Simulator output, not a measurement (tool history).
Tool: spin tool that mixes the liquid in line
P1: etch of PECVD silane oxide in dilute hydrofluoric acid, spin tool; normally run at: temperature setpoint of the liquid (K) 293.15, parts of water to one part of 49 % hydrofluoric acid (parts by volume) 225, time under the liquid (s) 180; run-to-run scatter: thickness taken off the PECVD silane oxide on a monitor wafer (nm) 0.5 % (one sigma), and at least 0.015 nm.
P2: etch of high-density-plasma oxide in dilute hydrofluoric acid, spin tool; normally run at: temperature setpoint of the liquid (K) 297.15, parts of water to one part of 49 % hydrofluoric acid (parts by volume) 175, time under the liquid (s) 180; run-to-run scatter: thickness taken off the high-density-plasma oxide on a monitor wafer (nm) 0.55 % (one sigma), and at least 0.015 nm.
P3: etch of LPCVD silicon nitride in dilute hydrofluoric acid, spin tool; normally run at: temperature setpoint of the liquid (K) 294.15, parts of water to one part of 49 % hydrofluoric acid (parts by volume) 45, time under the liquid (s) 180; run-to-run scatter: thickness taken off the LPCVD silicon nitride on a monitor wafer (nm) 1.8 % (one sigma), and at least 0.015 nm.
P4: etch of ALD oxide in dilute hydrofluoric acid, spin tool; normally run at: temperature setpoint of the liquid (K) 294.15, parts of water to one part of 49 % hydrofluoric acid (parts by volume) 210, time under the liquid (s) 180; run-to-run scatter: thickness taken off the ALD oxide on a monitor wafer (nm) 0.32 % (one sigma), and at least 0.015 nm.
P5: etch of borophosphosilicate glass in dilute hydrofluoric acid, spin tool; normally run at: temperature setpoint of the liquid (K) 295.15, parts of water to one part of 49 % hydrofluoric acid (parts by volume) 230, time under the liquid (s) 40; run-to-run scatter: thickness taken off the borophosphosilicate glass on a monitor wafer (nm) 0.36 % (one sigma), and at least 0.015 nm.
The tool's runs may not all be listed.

run   hour  process that ran  temperature setpoint of the liquid (K)  parts of water to one part of 49 % hydrofluoric acid (parts by volume)  time under the liquid (s)  hours since the thermometer was replaced  hours since the hydrofluoric acid flow meter was replaced  thickness taken off the PECVD silane oxide on a monitor wafer (nm)  thickness taken off the LPCVD silicon nitride on a monitor wafer (nm)  thickness taken off the borophosphosilicate glass on a monitor wafer (nm)  thickness taken off the ALD oxide on a monitor wafer (nm)  thickness taken off the high-density-plasma oxide on a monitor wafer (nm)
  1    6.7                P1                                  293.15                                                                     225                        180                                     960.3                                                      887.9                                                              13.397
  2   15.3                P1                                  290.15                                                                     225                         20                                     968.9                                                      896.5                                                              1.3311
  3   23.7                P3                                  294.15                                                                      45                        265                                     977.3                                                      904.9                                                                                                                                     2.1598
  4   33.9                P1                                  293.15                                                                     225                        180                                     987.5                                                      915.1                                                              13.458
  5   47.3                P5                                  295.15                                                                     230                         40                                    1000.9                                                      928.5                                                                                                                                                                                                                7.1095
  6   59.6                P5                                  295.15                                                                     230                         15                                    1013.2                                                      940.8                                                                                                                                                                                                                2.6302
  7   68.4                P1                                  290.15                                                                     225                        180                                      1022                                                      949.6                                                              12.062
  8     80                P1                                  293.15                                                                     225                        180                                    1033.6                                                      961.2                                                              13.474
  9   87.1                P4                                  294.15                                                                     210                        180                                    1040.7                                                      968.3                                                                                                                                                                                                                                                                           22.789
 10   98.1                P1                                  297.15                                                                     225                        180                                    1051.7                                                      979.3                                                              15.567
 11    105                P2                                  302.15                                                                     175                        180                                    1058.6                                                      986.2                                                                                                                                                                                                                                                                                                                                                      9.7409
 12  116.2                P2                                  297.15                                                                     285                        180                                    1069.8                                                      997.4                                                                                                                                                                                                                                                                                                                                                      4.4597
 13  127.8                P1                                  293.15                                                                     225                        330                                    1081.4                                                       1009                                                              24.585
 14  135.7                P2                                  297.15                                                                     175                        180                                    1089.3                                                     1016.9                                                                                                                                                                                                                                                                                                                                                      8.1176
 15  147.6                P5                                  301.15                                                                     230                         40                                    1101.2                                                     1028.8                                                                                                                                                                                                                8.8635
 16  158.7                P1                                  293.15                                                                     130                        180                                    1112.3                                                     1039.9                                                               25.51
 17  164.9                P4                                  294.15                                                                     210                        280                                    1118.5                                                     1046.1                                                                                                                                                                                                                                                                           35.485
 18  174.8                P1                                  293.15                                                                     225                         45                                    1128.4                                                       1056                                                              3.3706
 19  188.7                P3                                  294.15                                                                      65                        180                                    1142.3                                                     1069.9                                                                                                                                     1.0012
 20    201                P4                                  294.15                                                                     375                        180                                    1154.6                                                     1082.2                                                                                                                                                                                                                                                                           10.941
 21  210.2                P4                                  290.15                                                                     210                        180                                    1163.8                                                     1091.4                                                                                                                                                                                                                                                                             19.5
 22    219                P1                                  293.15                                                                     335                        180                                    1172.6                                                     1100.2                                                              8.2036
 23  226.7                P3                                  294.15                                                                      45                        180                                    1180.3                                                     1107.9                                                                                                                                     1.3543
 24    237                P3                                  299.15                                                                      45                        180                                    1190.6                                                     1118.2                                                                                                                                      1.984
 25  249.4                P1                                  293.15                                                                     225                        180                                      1203                                                     1130.6                                                              13.469
 26  261.4                P2                                  297.15                                                                     175                        180                                      1215                                                     1142.6                                                                                                                                                                                                                                                                                                                                                      8.1547
 27  274.1                P5                                  295.15                                                                     230                         40                                    1227.7                                                     1155.3                                                                                                                                                                                                                 7.137
 28  281.7                P1                                  293.15                                                                     225                        180                                    1235.3                                                     1162.9                                                              13.524
 29    288                P5                                  295.15                                                                      65                         40                                    1241.6                                                     1169.2                                                                                                                                                                                                                30.227
 30  300.4                P2                                  297.15                                                                     175                         15                                      1254                                                     1181.6                                                                                                                                                                                                                                                                                                                                                     0.67592
 31  311.6                P3                                  294.15                                                                      45                        180                                    1265.2                                                     1192.8                                                                                                                                     1.4509
 32  325.3                P1                                  293.15                                                                     225                        180                                    1278.9                                                     1206.5                                                              13.576
 33  333.5                P1                                  293.15                                                                     225                        180                                    1287.1                                                     1214.7                                                              14.009
 34  343.8                P1                                  293.15                                                                     225                        180                                    1297.4                                                       1225                                                              14.465
 35  351.3                P1                                  293.15                                                                     225                        180                                    1304.9                                                     1232.5                                                              14.631
 36  357.8                P1                                  293.15                                                                     225                        180                                    1311.4                                                       1239                                                                14.6
 37  366.5                P1                                  293.15                                                                     225                        180                                    1320.1                                                     1247.7                                                               14.68
 38  373.3                P1                                  293.15                                                                     225                        180                                    1326.9                                                     1254.5                                                              14.634
 39  380.8                P1                                  293.15                                                                     225                        180                                    1334.4                                                       1262                                                              14.681

What P1 gives has crept away from where it was. These 2 causes fit the log equally well, each at the size given:
A: hydrofluoric acid flow above the setpoint (%) = 7.45
B: liquid hotter than its thermometer reads (K) = 2.32
The creep began at about hour 325.3.

4 check runs are offered, each on 3 wafers whose results are averaged, their results left as question marks. Which one tells the causes apart?
check 1  388.3                P5                                  295.15                                                                     230                         40                                                                                                                                                                                                                                                                                                                          ?
check 2  388.3                P2                                  297.15                                                                     175                        180                                                                                                                                                                                                                                                                                                                                                                                                                                                                ?
check 3  388.3                P3                                  294.15                                                                      45                        180                                                                                                                                                                                                                                               ?
check 4  388.3                P4                                  294.15                                                                     210                        180                                                                                                                                                                                                                                                                                                                                                                                     ?

What each check would give under each cause:
  check                                                                     result    if A    if B
check 1  thickness taken off the borophosphosilicate glass on a monitor wafer (nm)  7.7532  7.7303
check 2  thickness taken off the high-density-plasma oxide on a monitor wafer (nm)  8.8537  8.8604
check 3      thickness taken off the LPCVD silicon nitride on a monitor wafer (nm)  1.5306  1.6734
check 4                  thickness taken off the ALD oxide on a monitor wafer (nm)  24.832  24.845
How far apart the two closest causes lie, in the result that separates them most: check 1 0.3 %; check 2 0.08 %; check 3 8.92 %; check 4 0.05 %
Check 3 tells the causes apart: in the others they would give nearly the same result.

Check 3 was then run and gave: thickness taken off the LPCVD silicon nitride on a monitor wafer (nm) 1.5201. Which cause is it?

It is A: hydrofluoric acid flow above the setpoint (%).

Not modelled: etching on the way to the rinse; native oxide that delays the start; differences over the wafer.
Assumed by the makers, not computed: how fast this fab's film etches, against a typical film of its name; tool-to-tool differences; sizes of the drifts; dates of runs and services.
